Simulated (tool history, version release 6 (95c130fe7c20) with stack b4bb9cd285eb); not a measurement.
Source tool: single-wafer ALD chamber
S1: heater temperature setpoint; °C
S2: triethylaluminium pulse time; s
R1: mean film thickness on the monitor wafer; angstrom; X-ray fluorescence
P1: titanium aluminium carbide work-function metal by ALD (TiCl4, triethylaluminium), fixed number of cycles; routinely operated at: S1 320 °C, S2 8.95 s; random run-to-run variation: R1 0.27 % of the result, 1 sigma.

Run 1, hour 10.2: S1 320 °C, S2 8.95 s. Result: R1 21.469 angstrom.
Run 2, hour 24.7: S1 306 °C, S2 8.95 s. Result: R1 20.241 angstrom.
Run 3, hour 41.2: S1 320 °C, S2 8.95 s. Result: R1 21.574 angstrom.
Run 4, hour 52.5: S1 344 °C, S2 8.95 s. Result: R1 23.595 angstrom.
Run 5, hour 65.0: S1 330 °C, S2 6.05 s. Result: R1 20.609 angstrom.
Run 6, hour 75.5: S1 320 °C, S2 8.95 s. Result: R1 21.535 angstrom.
Run 7, hour 90.5: S1 320 °C, S2 11.92 s. Result: R1 22.157 angstrom.
Run 8, hour 99.1: S1 320 °C, S2 8.95 s. Result: R1 21.456 angstrom.
Run 9, hour 116.1: S1 320 °C, S2 3.43 s. Result: R1 15.649 angstrom.
Run 10, hour 133.1: S1 320 °C, S2 8.95 s. Result: R1 21.545 angstrom.
Run 11, hour 146.0: S1 320 °C, S2 8.95 s. Result: R1 21.499 angstrom.
Run 12, hour 158.6: S1 320 °C, S2 8.95 s. Result: R1 21.404 angstrom.
Run 13, hour 171.7: S1 320 °C, S2 8.95 s. Result: R1 21.316 angstrom.
Run 14, hour 186.3: S1 320 °C, S2 8.95 s. Result: R1 21.109 angstrom.
Run 15, hour 199.2: S1 320 °C, S2 8.95 s. Result: R1 21.113 angstrom.
Run 16, hour 215.0: S1 320 °C, S2 8.95 s. Result: R1 21.020 angstrom.
Run 17, hour 230.7: S1 320 °C, S2 8.95 s. Result: R1 21.075 angstrom.
Run 18, hour 240.5: S1 320 °C, S2 8.95 s. Result: R1 21.105 angstrom.
Run 19, hour 250.9: S1 320 °C, S2 8.95 s. Result: R1 21.038 angstrom.
Run 20, hour 260.7: S1 320 °C, S2 8.95 s. Result: R1 21.034 angstrom.

The log shows P1 creeping away from where it was. Any of the 2 causes listed here, at the size stated for it, fits the log just as well as the others:
A: wafer temperature below the value expected at the setpoint (K) = 5.54
B: triethylaluminium dose below that of a fresh bottle (%) = 12.5
The drift started at roughly hour 146.0.

Below are 4 check runs, each on a single wafer, with their results shown as question marks. Which of them would tell the listed causes apart, meaning the causes would give clearly different results under it?
Run check 1, hour 270.5: S1 331 °C, S2 8.95 s. Result: R1 ?.
Run check 2, hour 270.5: S1 307 °C, S2 4.51 s. Result: R1 ?.
Run check 3, hour 270.5: S1 330 °C, S2 8.95 s. Result: R1 ?.
Run check 4, hour 270.5: S1 334 °C, S2 8.95 s. Result: R1 ?.

Check results expected under each cause:
  check  result    if A    if B
check 1      R1  21.997  21.976
check 2      R1  16.459  15.886
check 3      R1  21.909  21.890
check 4      R1  22.260  22.234
Separation of the two closest causes in each check, using whichever result separates them best: check 1 0.09 %; check 2 3.54 %; check 3 0.09 %; check 4 0.11 %
Check 2 tells the causes apart: in the others they would give nearly the same result.

Then check 2 was run and gave: R1 16.398 angstrom. Which cause is it?

A is the cause: wafer temperature below the value expected at the setpoint (K).
